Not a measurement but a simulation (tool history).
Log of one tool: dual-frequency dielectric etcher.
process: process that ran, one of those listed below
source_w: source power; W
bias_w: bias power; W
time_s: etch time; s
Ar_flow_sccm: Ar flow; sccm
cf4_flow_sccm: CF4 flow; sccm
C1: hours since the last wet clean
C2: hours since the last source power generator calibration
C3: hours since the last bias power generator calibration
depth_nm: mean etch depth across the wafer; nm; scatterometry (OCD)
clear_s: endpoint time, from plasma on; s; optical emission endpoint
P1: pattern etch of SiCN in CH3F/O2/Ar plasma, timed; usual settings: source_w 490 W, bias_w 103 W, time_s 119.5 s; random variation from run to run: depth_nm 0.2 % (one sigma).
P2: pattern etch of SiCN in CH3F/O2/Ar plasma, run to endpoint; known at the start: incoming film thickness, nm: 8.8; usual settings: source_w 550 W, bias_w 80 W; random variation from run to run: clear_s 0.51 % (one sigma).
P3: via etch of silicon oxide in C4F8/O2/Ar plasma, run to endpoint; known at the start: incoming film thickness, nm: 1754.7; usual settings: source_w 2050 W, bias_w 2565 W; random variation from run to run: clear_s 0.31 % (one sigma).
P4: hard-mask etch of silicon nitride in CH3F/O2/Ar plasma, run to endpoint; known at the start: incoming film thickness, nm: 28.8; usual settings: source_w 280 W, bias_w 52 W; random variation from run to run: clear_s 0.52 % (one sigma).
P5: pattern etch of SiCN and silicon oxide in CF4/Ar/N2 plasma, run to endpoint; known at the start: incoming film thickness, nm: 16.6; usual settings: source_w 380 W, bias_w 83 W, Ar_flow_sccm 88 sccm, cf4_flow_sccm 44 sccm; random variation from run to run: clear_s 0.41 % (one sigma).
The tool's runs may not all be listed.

run 1 hour=12.9 | process=P1 source_w=490 bias_w=103 time_s=119.5 | C1=113.4 C2=1930.1 C3=2240.7 | depth_nm=54.837
run 2 hour=23.8 | process=P4 source_w=380 bias_w=52 | C1=124.3 C2=1941.0 C3=2251.6 | clear_s=46.033
run 3 hour=34.0 | process=P5 source_w=380 bias_w=83 Ar_flow_sccm=88 cf4_flow_sccm=55 | C1=134.5 C2=1951.2 C3=2261.8 | clear_s=21.988
run 4 hour=47.7 | process=P1 source_w=490 bias_w=103 time_s=119.5 | C1=148.2 C2=1964.9 C3=2275.5 | depth_nm=54.692
run 5 hour=57.0 | process=P1 source_w=490 bias_w=134 time_s=148.0 | C1=157.5 C2=1974.2 C3=2284.8 | depth_nm=75.307
run 6 hour=68.4 | process=P5 source_w=380 bias_w=83 Ar_flow_sccm=65 cf4_flow_sccm=44 | C1=168.9 C2=1985.6 C3=2296.2 | clear_s=21.844
run 7 hour=77.6 | process=P4 source_w=280 bias_w=66 | C1=178.1 C2=1994.8 C3=2305.4 | clear_s=48.665
run 8 hour=88.1 | process=P1 source_w=490 bias_w=103 time_s=65.5 | C1=188.6 C2=2005.3 C3=2315.9 | depth_nm=30.113
run 9 hour=104.8 | process=P3 source_w=2050 bias_w=1963 | C1=205.3 C2=2022.0 C3=2332.6 | clear_s=330.880
run 10 hour=118.7 | process=P1 source_w=490 bias_w=103 time_s=177.0 | C1=219.2 C2=2035.9 C3=2346.5 | depth_nm=81.222
run 11 hour=137.2 | process=P5 source_w=510 bias_w=83 Ar_flow_sccm=88 cf4_flow_sccm=44 | C1=237.7 C2=2054.4 C3=2365.0 | clear_s=17.659
run 12 hour=151.6 | process=P2 source_w=690 bias_w=80 | C1=252.1 C2=2068.8 C3=2379.4 | clear_s=18.451
run 13 hour=169.3 | process=P1 source_w=490 bias_w=73 time_s=119.5 | C1=269.8 C2=2086.5 C3=2397.1 | depth_nm=48.488
run 14 hour=187.3 | process=P1 source_w=490 bias_w=103 time_s=119.5 | C1=287.8 C2=2104.5 C3=2415.1 | depth_nm=54.980
run 15 hour=204.1 | process=P5 source_w=380 bias_w=83 Ar_flow_sccm=88 cf4_flow_sccm=44 | C1=304.6 C2=2121.3 C3=2431.9 | clear_s=22.646
run 16 hour=212.4 | process=P1 source_w=490 bias_w=63 time_s=89.0 | C1=312.9 C2=2129.6 C3=2440.2 | depth_nm=34.229
run 17 hour=224.0 | process=P1 source_w=490 bias_w=103 time_s=119.5 | C1=324.5 C2=2141.2 C3=2451.8 | depth_nm=54.685
run 18 hour=242.7 | process=P3 source_w=2050 bias_w=2565 | C1=343.2 C2=2159.9 C3=2470.5 | clear_s=304.830
run 19 hour=259.9 | process=P2 source_w=550 bias_w=47 | C1=360.4 C2=2177.1 C3=2487.7 | clear_s=23.939
run 20 hour=274.2 | process=P1 source_w=490 bias_w=122 time_s=119.5 | C1=374.7 C2=2191.4 C3=2502.0 | depth_nm=58.378
run 21 hour=289.8 | process=P1 source_w=590 bias_w=103 time_s=119.5 | C1=390.3 C2=2207.0 C3=2517.6 | depth_nm=58.788
run 22 hour=299.6 | process=P3 source_w=1320 bias_w=2565 | C1=400.1 C2=2216.8 C3=2527.4 | clear_s=363.600
run 23 hour=318.1 | process=P5 source_w=380 bias_w=62 Ar_flow_sccm=88 cf4_flow_sccm=44 | C1=418.6 C2=2235.3 C3=2545.9 | clear_s=25.415
run 24 hour=335.8 | process=P2 source_w=550 bias_w=80 | C1=436.3 C2=2253.0 C3=2563.6 | clear_s=20.219
run 25 hour=348.2 | process=P1 source_w=370 bias_w=103 time_s=119.5 | C1=448.7 C2=2265.4 C3=2576.0 | depth_nm=49.419
run 26 hour=359.7 | process=P4 source_w=280 bias_w=52 | C1=460.2 C2=2276.9 C3=2587.5 | clear_s=52.402
run 27 hour=371.3 | process=P1 source_w=490 bias_w=103 time_s=119.5 | C1=471.8 C2=2288.5 C3=2599.1 | depth_nm=54.866
run 28 hour=382.5 | process=P1 source_w=490 bias_w=103 time_s=119.5 | C1=483.0 C2=2299.7 C3=2610.3 | depth_nm=54.764
run 29 hour=399.7 | process=P1 source_w=490 bias_w=103 time_s=119.5 | C1=500.2 C2=2316.9 C3=2627.5 | depth_nm=55.201
run 30 hour=417.9 | process=P1 source_w=490 bias_w=103 time_s=119.5 | C1=518.4 C2=2335.1 C3=2645.7 | depth_nm=55.426
run 31 hour=428.3 | process=P1 source_w=490 bias_w=103 time_s=119.5 | C1=528.8 C2=2345.5 C3=2656.1 | depth_nm=55.618
run 32 hour=442.1 | process=P1 source_w=490 bias_w=103 time_s=119.5 | C1=542.6 C2=2359.3 C3=2669.9 | depth_nm=55.701
run 33 hour=453.1 | process=P1 source_w=490 bias_w=103 time_s=119.5 | C1=553.6 C2=2370.3 C3=2680.9 | depth_nm=55.537
run 34 hour=462.4 | process=P1 source_w=490 bias_w=103 time_s=119.5 | C1=562.9 C2=2379.6 C3=2690.2 | depth_nm=55.707
run 35 hour=480.0 | process=P1 source_w=490 bias_w=103 time_s=119.5 | C1=580.5 C2=2397.2 C3=2707.8 | depth_nm=55.669
-- hour=481.0 wet clean of the chamber
run 36 hour=495.3 | process=P1 source_w=490 bias_w=103 time_s=119.5 | C1=14.4 C2=2412.5 C3=2723.1 | depth_nm=55.796
run 37 hour=506.8 | process=P1 source_w=490 bias_w=103 time_s=119.5 | C1=25.9 C2=2424.0 C3=2734.6 | depth_nm=55.743
run 38 hour=515.9 | process=P1 source_w=490 bias_w=103 time_s=119.5 | C1=35.0 C2=2433.1 C3=2743.7 | depth_nm=55.702
run 39 hour=530.9 | process=P1 source_w=490 bias_w=103 time_s=119.5 | C1=50.0 C2=2448.1 C3=2758.7 | depth_nm=55.809

What P1 gives has crept away from where it was. These 2 causes fit the log equally well, each at the size given:
A: bias power that arrives over what is set, % = 4.75
B: source power that arrives over what is set, % = 4.83
The creep began at about hour 382.5.
Why every other cause is out:
chamber walls in a state that raises the etch rate, %: serviced at hour 481.0, which brought nothing back

4 check runs are offered, each on 2 wafers whose results are averaged, their results left as question marks. Which one tells the causes apart?
run check 1 hour=545.9 | process=P5 source_w=380 bias_w=83 Ar_flow_sccm=72 cf4_flow_sccm=44 | clear_s=?
run check 2 hour=545.9 | process=P2 source_w=640 bias_w=54 | clear_s=?
run check 3 hour=545.9 | process=P3 source_w=1390 bias_w=2565 | clear_s=?
run check 4 hour=545.9 | process=P4 source_w=370 bias_w=60 | clear_s=?

What each check would give under each cause:
check=check_1 result=clear_s if_A=21.742 if_B=21.214
check=check_2 result=clear_s if_A=21.384 if_B=21.308
check=check_3 result=clear_s if_A=350.920 if_B=349.510
check=check_4 result=clear_s if_A=44.164 if_B=44.046
How far apart the two closest causes lie, in the result that separates them most: check 1 2.46 %; check 2 0.36 %; check 3 0.4 %; check 4 0.27 %
Check 1 tells the causes apart: in the others they would give nearly the same result.

Check 1 was then run and gave: clear_s 21.744 s. Which cause is it?

It is A: bias power that arrives over what is set, %.

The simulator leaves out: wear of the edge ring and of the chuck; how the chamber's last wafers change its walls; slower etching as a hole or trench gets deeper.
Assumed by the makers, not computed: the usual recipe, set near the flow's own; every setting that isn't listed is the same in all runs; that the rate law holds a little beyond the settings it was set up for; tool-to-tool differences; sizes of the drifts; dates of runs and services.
